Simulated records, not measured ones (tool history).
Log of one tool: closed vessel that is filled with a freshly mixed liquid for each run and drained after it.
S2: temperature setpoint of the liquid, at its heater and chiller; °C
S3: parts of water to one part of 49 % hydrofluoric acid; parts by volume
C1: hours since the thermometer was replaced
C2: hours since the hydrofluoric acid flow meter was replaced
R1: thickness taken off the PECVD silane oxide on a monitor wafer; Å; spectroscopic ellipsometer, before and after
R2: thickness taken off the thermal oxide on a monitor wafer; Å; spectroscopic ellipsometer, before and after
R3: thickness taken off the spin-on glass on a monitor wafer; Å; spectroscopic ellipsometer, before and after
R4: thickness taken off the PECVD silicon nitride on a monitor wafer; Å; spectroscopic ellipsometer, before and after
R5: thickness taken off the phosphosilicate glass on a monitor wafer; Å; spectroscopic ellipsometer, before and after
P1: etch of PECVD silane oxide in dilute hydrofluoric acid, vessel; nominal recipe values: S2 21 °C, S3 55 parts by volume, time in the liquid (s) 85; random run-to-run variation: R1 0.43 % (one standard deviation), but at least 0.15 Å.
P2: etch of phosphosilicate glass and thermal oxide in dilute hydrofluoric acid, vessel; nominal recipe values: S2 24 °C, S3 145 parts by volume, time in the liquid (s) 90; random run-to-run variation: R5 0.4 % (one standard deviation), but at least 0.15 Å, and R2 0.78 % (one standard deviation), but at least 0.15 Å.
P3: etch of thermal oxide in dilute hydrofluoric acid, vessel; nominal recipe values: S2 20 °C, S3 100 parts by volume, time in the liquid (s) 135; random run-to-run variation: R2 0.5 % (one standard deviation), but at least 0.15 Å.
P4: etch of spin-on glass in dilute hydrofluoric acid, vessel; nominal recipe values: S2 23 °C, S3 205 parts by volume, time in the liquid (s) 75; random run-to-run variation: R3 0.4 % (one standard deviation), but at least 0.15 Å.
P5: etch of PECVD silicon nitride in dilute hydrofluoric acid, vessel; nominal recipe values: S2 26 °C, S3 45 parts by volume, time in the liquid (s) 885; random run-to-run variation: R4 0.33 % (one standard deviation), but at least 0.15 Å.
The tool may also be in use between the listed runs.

{"run": 1, "hour": 12.2, "process that ran": "P1", "S2": 21, "S3": 55, "time in the liquid (s)": 85, "C1": 860.9, "C2": 1037.5, "R1": 357.76}
{"run": 2, "hour": 24.5, "process that ran": "P3", "S2": 28.5, "S3": 100, "time in the liquid (s)": 135, "C1": 873.2, "C2": 1049.8, "R2": 75.908}
{"run": 3, "hour": 37.1, "process that ran": "P1", "S2": 21, "S3": 55, "time in the liquid (s)": 120, "C1": 885.8, "C2": 1062.4, "R1": 504.42}
{"run": 4, "hour": 50.7, "process that ran": "P1", "S2": 21, "S3": 55, "time in the liquid (s)": 85, "C1": 899.4, "C2": 1076, "R1": 357.88}
{"run": 5, "hour": 58.0, "process that ran": "P4", "S2": 23, "S3": 205, "time in the liquid (s)": 75, "C1": 906.7, "C2": 1083.3, "R3": 105.14}
{"run": 6, "hour": 68.7, "process that ran": "P1", "S2": 21, "S3": 55, "time in the liquid (s)": 85, "C1": 917.4, "C2": 1094, "R1": 360.87}
{"run": 7, "hour": 75.0, "process that ran": "P4", "S2": 30, "S3": 205, "time in the liquid (s)": 75, "C1": 923.7, "C2": 1100.3, "R3": 135.59}
{"run": 8, "hour": 84.7, "process that ran": "P3", "S2": 20, "S3": 100, "time in the liquid (s)": 270, "C1": 933.4, "C2": 1110, "R2": 107.67}
{"run": 9, "hour": 95.5, "process that ran": "P5", "S2": 26, "S3": 45, "time in the liquid (s)": 885, "C1": 944.2, "C2": 1120.8, "R4": 594.77}
{"run": 10, "hour": 106.1, "process that ran": "P3", "S2": 20, "S3": 100, "time in the liquid (s)": 135, "C1": 954.8, "C2": 1131.4, "R2": 54.115}
{"run": 11, "hour": 115.0, "process that ran": "P1", "S2": 21, "S3": 20, "time in the liquid (s)": 40, "C1": 963.7, "C2": 1140.3, "R1": 488.05}
{"run": 12, "hour": 125.0, "process that ran": "P1", "S2": 21, "S3": 55, "time in the liquid (s)": 30, "C1": 973.7, "C2": 1150.3, "R1": 126.8}
{"run": 13, "hour": 136.0, "process that ran": "P2", "S2": 24, "S3": 75, "time in the liquid (s)": 90, "C1": 984.7, "C2": 1161.3, "R2": 54.724, "R5": 1210.6}
{"run": 14, "hour": 142.5, "process that ran": "P5", "S2": 26, "S3": 65, "time in the liquid (s)": 885, "C1": 991.2, "C2": 1167.8, "R4": 411.26}
{"run": 15, "hour": 149.8, "process that ran": "P2", "S2": 24, "S3": 145, "time in the liquid (s)": 90, "C1": 998.5, "C2": 1175.1, "R2": 26.086, "R5": 572.75}
{"run": 16, "hour": 160.4, "process that ran": "P1", "S2": 21, "S3": 100, "time in the liquid (s)": 85, "C1": 1009.1, "C2": 1185.7, "R1": 186.57}
{"run": 17, "hour": 171.4, "process that ran": "P5", "S2": 33, "S3": 45, "time in the liquid (s)": 885, "C1": 1020.1, "C2": 1196.7, "R4": 930.85}
{"run": 18, "hour": 185.1, "process that ran": "P1", "S2": 24.5, "S3": 55, "time in the liquid (s)": 85, "C1": 1033.8, "C2": 1210.4, "R1": 415.59}
{"run": 19, "hour": 195.8, "process that ran": "P1", "S2": 21, "S3": 55, "time in the liquid (s)": 85, "C1": 1044.5, "C2": 1221.1, "R1": 360.3}
{"run": 20, "hour": 203.0, "process that ran": "P4", "S2": 23, "S3": 85, "time in the liquid (s)": 75, "C1": 1051.7, "C2": 1228.3, "R3": 290.19}
{"run": 21, "hour": 216.6, "process that ran": "P3", "S2": 20, "S3": 20, "time in the liquid (s)": 135, "C1": 1065.3, "C2": 1241.9, "R2": 297.24}
{"run": 22, "hour": 226.4, "process that ran": "P1", "S2": 17, "S3": 55, "time in the liquid (s)": 85, "C1": 1075.1, "C2": 1251.7, "R1": 302.86}
{"run": 23, "hour": 235.6, "process that ran": "P5", "S2": 26, "S3": 45, "time in the liquid (s)": 885, "C1": 1084.3, "C2": 1260.9, "R4": 594.66}
{"run": 24, "hour": 246.3, "process that ran": "P2", "S2": 24, "S3": 145, "time in the liquid (s)": 90, "C1": 1095, "C2": 1271.6, "R2": 25.827, "R5": 571.11}
{"run": 25, "hour": 254.1, "process that ran": "P1", "S2": 21, "S3": 20, "time in the liquid (s)": 85, "C1": 1102.8, "C2": 1279.4, "R1": 1033.4}
{"run": 26, "hour": 268.2, "process that ran": "P1", "S2": 21, "S3": 55, "time in the liquid (s)": 85, "C1": 1116.9, "C2": 1293.5, "R1": 358.52}
{"run": 27, "hour": 282.4, "process that ran": "P2", "S2": 30, "S3": 145, "time in the liquid (s)": 90, "C1": 1131.1, "C2": 1307.7, "R2": 33.119, "R5": 717.91}
{"run": 28, "hour": 293.9, "process that ran": "P2", "S2": 24, "S3": 145, "time in the liquid (s)": 155, "C1": 1142.6, "C2": 1319.2, "R2": 45.037, "R5": 988.87}
{"run": 29, "hour": 305.8, "process that ran": "P4", "S2": 23, "S3": 205, "time in the liquid (s)": 150, "C1": 1154.5, "C2": 1331.1, "R3": 210.8}
{"run": 30, "hour": 316.9, "process that ran": "P3", "S2": 20, "S3": 100, "time in the liquid (s)": 135, "C1": 1165.6, "C2": 1342.2, "R2": 54.039}
{"run": 31, "hour": 328.9, "process that ran": "P5", "S2": 26, "S3": 45, "time in the liquid (s)": 135, "C1": 1177.6, "C2": 1354.2, "R4": 90.467}
{"run": 32, "hour": 336.6, "process that ran": "P1", "S2": 21, "S3": 55, "time in the liquid (s)": 85, "C1": 1185.3, "C2": 1361.9, "R1": 358.17}
{"run": 33, "hour": 347.6, "process that ran": "P1", "S2": 21, "S3": 55, "time in the liquid (s)": 85, "C1": 1196.3, "C2": 1372.9, "R1": 359.11}
{"run": 34, "hour": 355.2, "process that ran": "P1", "S2": 21, "S3": 55, "time in the liquid (s)": 85, "C1": 1203.9, "C2": 1380.5, "R1": 366.8}
{"run": 35, "hour": 367.3, "process that ran": "P1", "S2": 21, "S3": 55, "time in the liquid (s)": 85, "C1": 1216, "C2": 1392.6, "R1": 372.95}
{"run": 36, "hour": 380.8, "process that ran": "P1", "S2": 21, "S3": 55, "time in the liquid (s)": 85, "C1": 1229.5, "C2": 1406.1, "R1": 377.22}
{"run": 37, "hour": 390.8, "process that ran": "P1", "S2": 21, "S3": 55, "time in the liquid (s)": 85, "C1": 1239.5, "C2": 1416.1, "R1": 382.68}
{"run": 38, "hour": 403.2, "process that ran": "P1", "S2": 21, "S3": 55, "time in the liquid (s)": 85, "C1": 1251.9, "C2": 1428.5, "R1": 379.18}
{"run": 39, "hour": 411.4, "process that ran": "P1", "S2": 21, "S3": 55, "time in the liquid (s)": 85, "C1": 1260.1, "C2": 1436.7, "R1": 381.72}
{"run": 40, "hour": 425.2, "process that ran": "P1", "S2": 21, "S3": 55, "time in the liquid (s)": 85, "C1": 1273.9, "C2": 1450.5, "R1": 382.88}
{"run": 41, "hour": 437.0, "process that ran": "P1", "S2": 21, "S3": 55, "time in the liquid (s)": 85, "C1": 1285.7, "C2": 1462.3, "R1": 384.65}

The output of P1 has drifted from where it used to be. Each of the 2 causes below, taken at the size shown beside it, accounts for the log equally well:
A: liquid hotter than its thermometer reads (K) = 1.63
B: hydrofluoric acid flow above the setpoint (%) = 6.56
The creep began at about hour 347.6.

Which of the 4 check runs listed below separates the causes, so that each cause would produce a clearly different result? Each run uses one wafer, and its results are marked with question marks.
{"run": "check 1", "hour": 448.8, "process that ran": "P3", "S2": 20, "S3": 25, "time in the liquid (s)": 260, "R2": "?"}
{"run": "check 2", "hour": 448.8, "process that ran": "P5", "S2": 29, "S3": 55, "time in the liquid (s)": 885, "R4": "?"}
{"run": "check 3", "hour": 448.8, "process that ran": "P4", "S2": 23, "S3": 90, "time in the liquid (s)": 75, "R3": "?"}
{"run": "check 4", "hour": 448.8, "process that ran": "P2", "S2": 24, "S3": 85, "time in the liquid (s)": 145, "R2": "?", "R5": "?"}

How each check would come out, cause by cause:
check=check_1 result=R2 if_A=488.11 if_B=485.83
check=check_2 result=R4 if_A=657.94 if_B=630.85
check=check_3 result=R3 if_A=290.79 if_B=292.29
check=check_4 result=R2 if_A=82.575 if_B=83.012
check=check_4 result=R5 if_A=1802.4 if_B=1811.9
Minimum pairwise separation of causes per check, each pair taken at its best-separating result: check 1 0.47 %; check 2 4.2 %; check 3 0.51 %; check 4 0.53 %
Only check 2 tells the causes apart: in the others they would give nearly the same result.

Check 2 was carried out, with these results: R4 631.56 Å. Which of the listed causes is responsible?

The cause is B: hydrofluoric acid flow above the setpoint (%).
